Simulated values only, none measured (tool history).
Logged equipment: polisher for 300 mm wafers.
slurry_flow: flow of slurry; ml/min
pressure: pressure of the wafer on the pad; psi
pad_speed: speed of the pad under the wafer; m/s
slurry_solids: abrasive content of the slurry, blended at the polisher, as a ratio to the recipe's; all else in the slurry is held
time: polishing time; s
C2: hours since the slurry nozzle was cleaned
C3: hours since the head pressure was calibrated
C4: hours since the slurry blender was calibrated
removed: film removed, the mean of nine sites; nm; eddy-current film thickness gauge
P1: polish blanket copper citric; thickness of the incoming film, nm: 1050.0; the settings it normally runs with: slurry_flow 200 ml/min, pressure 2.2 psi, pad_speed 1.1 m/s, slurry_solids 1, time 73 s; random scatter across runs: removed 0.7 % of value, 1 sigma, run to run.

Run 1, hour 4.3: slurry_flow 200 ml/min, pressure 2.2 psi, pad_speed 1.1 m/s, slurry_solids 1, time 73 s; wafers polished on this pad 619; C2 127.8; C3 959; C4 230. Result: removed 134.85 nm.
Run 2, hour 12.5: slurry_flow 200 ml/min, pressure 2.2 psi, pad_speed 1.1 m/s, slurry_solids 0.5, time 73 s; wafers polished on this pad 684; C2 136; C3 967.2; C4 238.2. Result: removed 117.25 nm.
Run 3, hour 21.7: slurry_flow 200 ml/min, pressure 2.2 psi, pad_speed 0.74 m/s, slurry_solids 1, time 98 s; wafers polished on this pad 757; C2 145.2; C3 976.4; C4 247.4. Result: removed 123.57 nm.
Run 4, hour 30: slurry_flow 200 ml/min, pressure 2.2 psi, pad_speed 1.1 m/s, slurry_solids 1, time 41 s; wafers polished on this pad 822; C2 153.5; C3 984.7; C4 255.7. Result: removed 76.452 nm.
Run 5, hour 34.5: slurry_flow 200 ml/min, pressure 1.6 psi, pad_speed 1.1 m/s, slurry_solids 1, time 56 s; wafers polished on this pad 858; C2 158; C3 989.2; C4 260.2. Result: removed 76.304 nm.
Run 6, hour 44.1: slurry_flow 200 ml/min, pressure 3 psi, pad_speed 1.1 m/s, slurry_solids 1, time 73 s; wafers polished on this pad 933; C2 167.6; C3 998.8; C4 269.8. Result: removed 182.09 nm.
Run 7, hour 53.5: slurry_flow 265 ml/min, pressure 2.2 psi, pad_speed 1.1 m/s, slurry_solids 1, time 73 s; wafers polished on this pad 1008; C2 177; C3 1008.2; C4 279.2. Result: removed 139.87 nm.
Run 8, hour 59.6: slurry_flow 200 ml/min, pressure 2.2 psi, pad_speed 0.66 m/s, slurry_solids 0.55, time 73 s; wafers polished on this pad 1056; C2 183.1; C3 1014.3; C4 285.3. Result: removed 72.291 nm.
At hour 62.5: head pressure recalibrated.
Run 9, hour 66.5: slurry_flow 200 ml/min, pressure 1.3 psi, pad_speed 1.1 m/s, slurry_solids 1, time 73 s; wafers polished on this pad 1110; C2 190; C3 4; C4 292.2. Result: removed 81.73 nm.
Run 10, hour 75.7: slurry_flow 200 ml/min, pressure 2.2 psi, pad_speed 1.1 m/s, slurry_solids 1.3, time 73 s; wafers polished on this pad 1183; C2 199.2; C3 13.2; C4 301.4. Result: removed 142.46 nm.
Run 11, hour 80.4: slurry_flow 200 ml/min, pressure 2.2 psi, pad_speed 1.6 m/s, slurry_solids 1, time 73 s; wafers polished on this pad 1220; C2 203.9; C3 17.9; C4 306.1. Result: removed 194.28 nm.
Run 12, hour 86.6: slurry_flow 200 ml/min, pressure 2.2 psi, pad_speed 1.1 m/s, slurry_solids 1, time 73 s; wafers polished on this pad 1269; C2 210.1; C3 24.1; C4 312.3. Result: removed 134.5 nm.
Run 13, hour 93.1: slurry_flow 200 ml/min, pressure 2.2 psi, pad_speed 0.7 m/s, slurry_solids 1, time 73 s; wafers polished on this pad 1320; C2 216.6; C3 30.6; C4 318.8. Result: removed 86.85 nm.
Run 14, hour 98.6: slurry_flow 200 ml/min, pressure 2.2 psi, pad_speed 1.1 m/s, slurry_solids 1, time 73 s; wafers polished on this pad 1364; C2 222.1; C3 36.1; C4 324.3. Result: removed 134.46 nm.
Run 15, hour 104.9: slurry_flow 200 ml/min, pressure 2.2 psi, pad_speed 1.1 m/s, slurry_solids 1, time 115 s; wafers polished on this pad 1413; C2 228.4; C3 42.4; C4 330.6. Result: removed 211.72 nm.
Run 16, hour 114.3: slurry_flow 200 ml/min, pressure 2.2 psi, pad_speed 1.1 m/s, slurry_solids 1, time 73 s; wafers polished on this pad 1488; C2 237.8; C3 51.8; C4 340. Result: removed 135.43 nm.
Run 17, hour 120.8: slurry_flow 120 ml/min, pressure 2.2 psi, pad_speed 1.1 m/s, slurry_solids 1, time 73 s; wafers polished on this pad 1539; C2 244.3; C3 58.3; C4 346.5. Result: removed 124.45 nm.
Run 18, hour 125.3: slurry_flow 200 ml/min, pressure 2.2 psi, pad_speed 1.1 m/s, slurry_solids 1, time 73 s; wafers polished on this pad 1574; C2 248.8; C3 62.8; C4 351. Result: removed 135.76 nm.
Run 19, hour 132.8: slurry_flow 200 ml/min, pressure 2.2 psi, pad_speed 1.1 m/s, slurry_solids 1, time 73 s; wafers polished on this pad 1634; C2 256.3; C3 70.3; C4 358.5. Result: removed 134.26 nm.
Run 20, hour 138.9: slurry_flow 200 ml/min, pressure 2.2 psi, pad_speed 1.1 m/s, slurry_solids 1, time 73 s; wafers polished on this pad 1682; C2 262.4; C3 76.4; C4 364.6. Result: removed 130.85 nm.
At hour 143.1: worn pad replaced by a new one.
Run 21, hour 145.9: slurry_flow 200 ml/min, pressure 2.2 psi, pad_speed 1.1 m/s, slurry_solids 1, time 73 s; wafers polished on this pad 22; C2 269.4; C3 83.4; C4 371.6. Result: removed 128.94 nm.
Run 22, hour 152.6: slurry_flow 200 ml/min, pressure 2.2 psi, pad_speed 1.1 m/s, slurry_solids 1, time 73 s; wafers polished on this pad 75; C2 276.1; C3 90.1; C4 378.3. Result: removed 129.5 nm.
Run 23, hour 158: slurry_flow 200 ml/min, pressure 2.2 psi, pad_speed 1.1 m/s, slurry_solids 1, time 73 s; wafers polished on this pad 118; C2 281.5; C3 95.5; C4 383.7. Result: removed 127.88 nm.
At hour 158.3: head pressure recalibrated.
Run 24, hour 166.6: slurry_flow 200 ml/min, pressure 2.2 psi, pad_speed 1.1 m/s, slurry_solids 1, time 73 s; wafers polished on this pad 186; C2 290.1; C3 8.4; C4 392.3. Result: removed 127.68 nm.
Run 25, hour 174.7: slurry_flow 200 ml/min, pressure 2.2 psi, pad_speed 1.1 m/s, slurry_solids 1, time 73 s; wafers polished on this pad 250; C2 298.2; C3 16.5; C4 400.4. Result: removed 128.27 nm.

P1 has crept away from where it was. The log is fitted equally well by each of these 2 causes, at the sizes shown:
A: abrasive missing from the slurry, % = 21.7
B: slurry flow missing at the pad, % = 28.4
The onset of the drift is placed at about hour 125.3.
Other possible causes, and why each is ruled out:
removal rate lost through wear of the pad, %: serviced at hour 143.1, after the drift had started, without restoring the earlier output
head's pressure below its setpoint, %: serviced at hour 158.3, after the drift had started, without restoring the earlier output

Which of the check runs below tells the causes apart, meaning the causes would give it clearly different results? Each run uses 5 wafers whose results are averaged, and each result is shown as a question mark.
Run check 1, hour 182.8: slurry_flow 200 ml/min, pressure 2.2 psi, pad_speed 1.1 m/s, slurry_solids 1, time 109 s. Result: removed ?.
Run check 2, hour 182.8: slurry_flow 200 ml/min, pressure 1.5 psi, pad_speed 1.1 m/s, slurry_solids 1.3, time 73 s. Result: removed ?.
Run check 3, hour 182.8: slurry_flow 200 ml/min, pressure 2.2 psi, pad_speed 0.74 m/s, slurry_solids 0.6, time 73 s. Result: removed ?.
Run check 4, hour 182.8: slurry_flow 130 ml/min, pressure 2.2 psi, pad_speed 1.5 m/s, slurry_solids 1, time 73 s. Result: removed ?.

What each check would give under each cause:
  check   result    if A    if B
check 1  removed  191.32  191.29
check 2  removed  93.623   93.76
check 3  removed  78.901  78.628
check 4  removed  161.62   157.6
Separation of the two closest causes in each check, using whichever result separates them best: check 1 0.02 %; check 2 0.15 %; check 3 0.35 %; check 4 2.51 %
The causes can be told apart only by check 4. The other checks would give nearly the same results under each of them.

Check 4 was carried out, with these results: removed 161.3 nm. Which of the listed causes is responsible?

It was cause A: abrasive missing from the slurry, %.
